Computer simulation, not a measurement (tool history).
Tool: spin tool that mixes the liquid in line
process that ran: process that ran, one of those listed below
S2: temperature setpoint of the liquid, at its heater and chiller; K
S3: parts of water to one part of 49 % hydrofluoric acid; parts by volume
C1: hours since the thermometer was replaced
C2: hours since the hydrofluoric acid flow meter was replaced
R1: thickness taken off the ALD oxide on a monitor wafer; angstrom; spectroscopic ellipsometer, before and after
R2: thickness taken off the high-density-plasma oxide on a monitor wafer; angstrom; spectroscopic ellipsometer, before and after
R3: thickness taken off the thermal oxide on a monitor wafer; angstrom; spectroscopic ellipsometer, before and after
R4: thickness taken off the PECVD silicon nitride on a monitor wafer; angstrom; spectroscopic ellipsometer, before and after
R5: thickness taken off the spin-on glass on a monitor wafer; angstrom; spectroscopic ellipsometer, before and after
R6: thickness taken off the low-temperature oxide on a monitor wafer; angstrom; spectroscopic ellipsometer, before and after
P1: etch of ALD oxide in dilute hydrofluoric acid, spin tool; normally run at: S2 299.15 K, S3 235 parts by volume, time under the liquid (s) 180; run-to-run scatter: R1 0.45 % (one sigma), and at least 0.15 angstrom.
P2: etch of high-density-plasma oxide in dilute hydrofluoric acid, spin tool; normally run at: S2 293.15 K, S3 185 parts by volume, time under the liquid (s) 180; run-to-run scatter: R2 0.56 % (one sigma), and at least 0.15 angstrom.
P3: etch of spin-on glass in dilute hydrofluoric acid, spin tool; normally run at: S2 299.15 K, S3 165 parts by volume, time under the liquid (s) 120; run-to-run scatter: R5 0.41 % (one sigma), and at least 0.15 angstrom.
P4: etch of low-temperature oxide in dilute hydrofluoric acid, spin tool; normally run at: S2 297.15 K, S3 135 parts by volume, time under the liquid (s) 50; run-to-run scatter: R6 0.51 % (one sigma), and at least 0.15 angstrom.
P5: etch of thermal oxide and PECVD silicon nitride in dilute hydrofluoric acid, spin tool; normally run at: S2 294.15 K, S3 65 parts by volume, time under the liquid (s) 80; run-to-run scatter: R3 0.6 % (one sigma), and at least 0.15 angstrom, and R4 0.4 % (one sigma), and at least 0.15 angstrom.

run 1 day=0.512 | process_that_ran=P1 S2=299.15 S3=235 time_under_the_liquid_(s)=180 | C1=379.5 C2=1017.1 | R1=91.03
run 2 day=1.146 | process_that_ran=P1 S2=304.15 S3=235 time_under_the_liquid_(s)=280 | C1=394.7 C2=1032.3 | R1=168.13
run 3 day=1.658 | process_that_ran=P1 S2=299.15 S3=235 time_under_the_liquid_(s)=180 | C1=407 C2=1044.6 | R1=90.511
run 4 day=2.008 | process_that_ran=P2 S2=293.15 S3=185 time_under_the_liquid_(s)=260 | C1=415.4 C2=1053 | R2=57.931
run 5 day=2.521 | process_that_ran=P1 S2=303.15 S3=235 time_under_the_liquid_(s)=180 | C1=427.7 C2=1065.3 | R1=104.36
run 6 day=3.012 | process_that_ran=P2 S2=293.15 S3=260 time_under_the_liquid_(s)=180 | C1=439.5 C2=1077.1 | R2=26.256
run 7 day=3.438 | process_that_ran=P2 S2=290.15 S3=185 time_under_the_liquid_(s)=180 | C1=449.7 C2=1087.3 | R2=35.652
run 8 day=4.05 | process_that_ran=P5 S2=299.15 S3=65 time_under_the_liquid_(s)=80 | C1=464.4 C2=1102 | R3=67.134 R4=77.587
run 9 day=4.65 | process_that_ran=P1 S2=299.15 S3=235 time_under_the_liquid_(s)=180 | C1=478.8 C2=1116.4 | R1=91.043
run 10 day=5.142 | process_that_ran=P1 S2=303.65 S3=235 time_under_the_liquid_(s)=330 | C1=490.6 C2=1128.2 | R1=195.94
-- day=5.4 hydrofluoric acid flow meter replaced
run 11 day=5.667 | process_that_ran=P1 S2=299.15 S3=235 time_under_the_liquid_(s)=180 | C1=503.2 C2=6.4 | R1=91.28
run 12 day=6.225 | process_that_ran=P5 S2=294.15 S3=65 time_under_the_liquid_(s)=80 | C1=516.6 C2=19.8 | R3=54.686 R4=55.72
run 13 day=6.858 | process_that_ran=P3 S2=299.15 S3=165 time_under_the_liquid_(s)=120 | C1=531.8 C2=35 | R5=288.34
run 14 day=7.362 | process_that_ran=P3 S2=299.15 S3=300 time_under_the_liquid_(s)=120 | C1=543.9 C2=47.1 | R5=136.89
run 15 day=7.75 | process_that_ran=P5 S2=294.15 S3=110 time_under_the_liquid_(s)=80 | C1=553.2 C2=56.4 | R3=31.142 R4=33.359
run 16 day=8.325 | process_that_ran=P4 S2=297.15 S3=135 time_under_the_liquid_(s)=50 | C1=567 C2=70.2 | R6=69.172
run 17 day=8.621 | process_that_ran=P4 S2=297.15 S3=135 time_under_the_liquid_(s)=75 | C1=574.1 C2=77.3 | R6=102.54
run 18 day=9.15 | process_that_ran=P2 S2=293.15 S3=185 time_under_the_liquid_(s)=180 | C1=586.8 C2=90 | R2=40.22
run 19 day=9.704 | process_that_ran=P1 S2=299.15 S3=235 time_under_the_liquid_(s)=90 | C1=600.1 C2=103.3 | R1=45.273
run 20 day=10.35 | process_that_ran=P1 S2=299.15 S3=235 time_under_the_liquid_(s)=180 | C1=615.6 C2=118.8 | R1=91.633
run 21 day=10.921 | process_that_ran=P3 S2=299.15 S3=165 time_under_the_liquid_(s)=180 | C1=629.3 C2=132.5 | R5=435.46
run 22 day=11.529 | process_that_ran=P1 S2=299.15 S3=130 time_under_the_liquid_(s)=180 | C1=643.9 C2=147.1 | R1=184.33
run 23 day=12.108 | process_that_ran=P3 S2=299.15 S3=165 time_under_the_liquid_(s)=120 | C1=657.8 C2=161 | R5=287.98
run 24 day=12.471 | process_that_ran=P2 S2=293.15 S3=185 time_under_the_liquid_(s)=180 | C1=666.5 C2=169.7 | R2=40.457
run 25 day=13.096 | process_that_ran=P1 S2=299.15 S3=405 time_under_the_liquid_(s)=180 | C1=681.5 C2=184.7 | R1=44.577
run 26 day=13.425 | process_that_ran=P4 S2=303.65 S3=135 time_under_the_liquid_(s)=50 | C1=689.4 C2=192.6 | R6=87.277
run 27 day=13.879 | process_that_ran=P5 S2=294.15 S3=65 time_under_the_liquid_(s)=80 | C1=700.3 C2=203.5 | R3=56.176 R4=55.718
run 28 day=14.433 | process_that_ran=P3 S2=291.65 S3=165 time_under_the_liquid_(s)=120 | C1=713.6 C2=216.8 | R5=216.03
run 29 day=15.1 | process_that_ran=P5 S2=294.15 S3=65 time_under_the_liquid_(s)=15 | C1=729.6 C2=232.8 | R3=10.439 R4=10.444
run 30 day=15.746 | process_that_ran=P1 S2=292.15 S3=235 time_under_the_liquid_(s)=180 | C1=745.1 C2=248.3 | R1=70.325
run 31 day=16.033 | process_that_ran=P1 S2=299.15 S3=235 time_under_the_liquid_(s)=345 | C1=752 C2=255.2 | R1=174.57
run 32 day=16.354 | process_that_ran=P4 S2=297.15 S3=245 time_under_the_liquid_(s)=50 | C1=759.7 C2=262.9 | R6=33.384
run 33 day=16.992 | process_that_ran=P1 S2=299.15 S3=235 time_under_the_liquid_(s)=180 | C1=775 C2=278.2 | R1=90.284
run 34 day=17.404 | process_that_ran=P1 S2=299.15 S3=235 time_under_the_liquid_(s)=180 | C1=784.9 C2=288.1 | R1=92.819
run 35 day=17.758 | process_that_ran=P1 S2=299.15 S3=235 time_under_the_liquid_(s)=180 | C1=793.4 C2=296.6 | R1=93.842
run 36 day=18.4 | process_that_ran=P1 S2=299.15 S3=235 time_under_the_liquid_(s)=180 | C1=808.8 C2=312 | R1=95.419
run 37 day=18.696 | process_that_ran=P1 S2=299.15 S3=235 time_under_the_liquid_(s)=180 | C1=815.9 C2=319.1 | R1=94.312
run 38 day=19.238 | process_that_ran=P1 S2=299.15 S3=235 time_under_the_liquid_(s)=180 | C1=828.9 C2=332.1 | R1=96.123
run 39 day=19.788 | process_that_ran=P1 S2=299.15 S3=235 time_under_the_liquid_(s)=180 | C1=842.1 C2=345.3 | R1=95.556
run 40 day=20.262 | process_that_ran=P1 S2=299.15 S3=235 time_under_the_liquid_(s)=180 | C1=853.5 C2=356.7 | R1=95.719

What P1 gives has crept away from where it was. These 2 causes fit the log equally well, each at the size given:
A: liquid hotter than its thermometer reads (K) = 1.44
B: hydrofluoric acid flow above the setpoint (%) = 4.09
The creep began at about day 16.992.

4 check runs are offered, each on 3 wafers whose results are averaged, their results left as question marks. Which one tells the causes apart?
run check 1 day=20.738 | process_that_ran=P5 S2=294.15 S3=65 time_under_the_liquid_(s)=15 | R3=? R4=?
run check 2 day=20.738 | process_that_ran=P4 S2=297.15 S3=240 time_under_the_liquid_(s)=50 | R6=?
run check 3 day=20.738 | process_that_ran=P3 S2=291.65 S3=295 time_under_the_liquid_(s)=120 | R5=?
run check 4 day=20.738 | process_that_ran=P2 S2=293.15 S3=250 time_under_the_liquid_(s)=180 | R2=?

What each check would give under each cause:
check=check_1 result=R3 if_A=10.991 if_B=10.811
check=check_1 result=R4 if_A=11.469 if_B=10.812
check=check_2 result=R6 if_A=36.16 if_B=36.103
check=check_3 result=R5 if_A=113.37 if_B=113.02
check=check_4 result=R2 if_A=29.327 if_B=29.201
How far apart the two closest causes lie, in the result that separates them most: check 1 5.9 %; check 2 0.16 %; check 3 0.3 %; check 4 0.43 %
Check 1 tells the causes apart: in the others they would give nearly the same result.

Check 1 was then run and gave: R3 10.745 angstrom; R4 10.805 angstrom. Which cause is it?

It is B: hydrofluoric acid flow above the setpoint (%).
